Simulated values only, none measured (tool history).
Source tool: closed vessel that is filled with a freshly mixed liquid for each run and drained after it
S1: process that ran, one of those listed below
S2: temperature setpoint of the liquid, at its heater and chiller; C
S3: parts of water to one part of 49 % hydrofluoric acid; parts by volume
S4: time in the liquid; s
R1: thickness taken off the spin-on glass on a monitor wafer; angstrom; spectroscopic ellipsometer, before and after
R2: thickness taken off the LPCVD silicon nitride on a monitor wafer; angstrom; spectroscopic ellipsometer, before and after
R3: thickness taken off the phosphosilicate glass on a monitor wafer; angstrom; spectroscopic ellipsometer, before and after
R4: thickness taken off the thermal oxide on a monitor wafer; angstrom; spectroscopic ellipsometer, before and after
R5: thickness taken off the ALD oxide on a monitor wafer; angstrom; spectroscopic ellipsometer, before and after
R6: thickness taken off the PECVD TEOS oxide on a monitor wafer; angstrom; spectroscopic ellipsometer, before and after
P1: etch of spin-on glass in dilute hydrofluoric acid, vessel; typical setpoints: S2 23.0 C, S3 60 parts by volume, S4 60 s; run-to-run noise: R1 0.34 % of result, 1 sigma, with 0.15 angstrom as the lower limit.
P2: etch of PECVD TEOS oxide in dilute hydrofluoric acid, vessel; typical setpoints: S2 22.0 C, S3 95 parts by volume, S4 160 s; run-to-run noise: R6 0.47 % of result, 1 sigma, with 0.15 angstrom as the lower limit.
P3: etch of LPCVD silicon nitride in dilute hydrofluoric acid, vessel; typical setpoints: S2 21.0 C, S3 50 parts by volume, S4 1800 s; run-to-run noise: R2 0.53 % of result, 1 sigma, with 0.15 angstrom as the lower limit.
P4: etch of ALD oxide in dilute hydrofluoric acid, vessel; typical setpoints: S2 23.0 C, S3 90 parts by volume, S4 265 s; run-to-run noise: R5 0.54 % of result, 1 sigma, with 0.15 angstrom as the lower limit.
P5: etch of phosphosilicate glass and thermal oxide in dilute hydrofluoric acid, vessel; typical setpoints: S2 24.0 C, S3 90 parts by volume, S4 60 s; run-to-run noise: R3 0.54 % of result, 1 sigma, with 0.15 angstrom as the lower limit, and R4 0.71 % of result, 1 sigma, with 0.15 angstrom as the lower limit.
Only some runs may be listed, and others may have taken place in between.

Run 1, hour 11.2: S1 P1, S2 23.0 C, S3 60 parts by volume, S4 60 s. Result: R1 474.71 angstrom.
Run 2, hour 24.3: S1 P3, S2 21.0 C, S3 80 parts by volume, S4 1800 s. Result: R2 95.915 angstrom.
Run 3, hour 32.5: S1 P1, S2 23.0 C, S3 60 parts by volume, S4 30 s. Result: R1 238.19 angstrom.
Run 4, hour 44.7: S1 P5, S2 24.0 C, S3 90 parts by volume, S4 60 s. Result: R3 411.84 angstrom, R4 31.839 angstrom.
Run 5, hour 60.4: S1 P3, S2 21.0 C, S3 50 parts by volume, S4 505 s. Result: R2 41.986 angstrom.
Run 6, hour 69.8: S1 P1, S2 23.0 C, S3 60 parts by volume, S4 60 s. Result: R1 480.15 angstrom.
Run 7, hour 80.1: S1 P1, S2 23.0 C, S3 105 parts by volume, S4 60 s. Result: R1 258.50 angstrom.
Run 8, hour 88.1: S1 P1, S2 23.0 C, S3 60 parts by volume, S4 60 s. Result: R1 474.21 angstrom.
Run 9, hour 99.2: S1 P1, S2 23.0 C, S3 60 parts by volume, S4 60 s. Result: R1 475.94 angstrom.
Run 10, hour 114.8: S1 P1, S2 18.5 C, S3 35 parts by volume, S4 60 s. Result: R1 695.53 angstrom.
Run 11, hour 123.4: S1 P4, S2 30.5 C, S3 90 parts by volume, S4 265 s. Result: R5 373.94 angstrom.
Run 12, hour 134.8: S1 P5, S2 24.0 C, S3 90 parts by volume, S4 115 s. Result: R3 782.23 angstrom, R4 61.569 angstrom.
Run 13, hour 144.2: S1 P4, S2 23.0 C, S3 30 parts by volume, S4 265 s. Result: R5 900.13 angstrom.
Run 14, hour 157.4: S1 P1, S2 23.0 C, S3 60 parts by volume, S4 60 s. Result: R1 479.54 angstrom.
Run 15, hour 172.8: S1 P2, S2 22.0 C, S3 95 parts by volume, S4 270 s. Result: R6 430.35 angstrom.
Run 16, hour 188.4: S1 P2, S2 28.0 C, S3 95 parts by volume, S4 160 s. Result: R6 321.89 angstrom.
Run 17, hour 204.7: S1 P1, S2 27.5 C, S3 60 parts by volume, S4 60 s. Result: R1 572.56 angstrom.
At hour 220.8: hydrofluoric acid flow meter replaced.
Run 18, hour 220.8: S1 P3, S2 17.0 C, S3 50 parts by volume, S4 1800 s. Result: R2 114.320 angstrom.
Run 19, hour 231.0: S1 P1, S2 17.0 C, S3 60 parts by volume, S4 60 s. Result: R1 369.95 angstrom.
Run 20, hour 242.0: S1 P5, S2 24.0 C, S3 90 parts by volume, S4 60 s. Result: R3 408.97 angstrom, R4 31.877 angstrom.
Run 21, hour 254.5: S1 P4, S2 23.0 C, S3 90 parts by volume, S4 110 s. Result: R5 114.57 angstrom.
Run 22, hour 263.3: S1 P4, S2 23.0 C, S3 90 parts by volume, S4 265 s. Result: R5 277.12 angstrom.
Run 23, hour 270.7: S1 P5, S2 28.0 C, S3 90 parts by volume, S4 60 s. Result: R3 482.87 angstrom, R4 37.531 angstrom.
Run 24, hour 281.0: S1 P1, S2 23.0 C, S3 60 parts by volume, S4 60 s. Result: R1 478.50 angstrom.
Run 25, hour 291.8: S1 P5, S2 24.0 C, S3 155 parts by volume, S4 60 s. Result: R3 219.38 angstrom, R4 17.391 angstrom.
Run 26, hour 303.0: S1 P2, S2 22.0 C, S3 170 parts by volume, S4 160 s. Result: R6 131.90 angstrom.

The next listed run, before its measurement:
Run 27, hour 312.2: S1 P2, S2 22.0 C, S3 95 parts by volume, S4 160 s. Result: R6 ?.

R6: 255.85 angstrom

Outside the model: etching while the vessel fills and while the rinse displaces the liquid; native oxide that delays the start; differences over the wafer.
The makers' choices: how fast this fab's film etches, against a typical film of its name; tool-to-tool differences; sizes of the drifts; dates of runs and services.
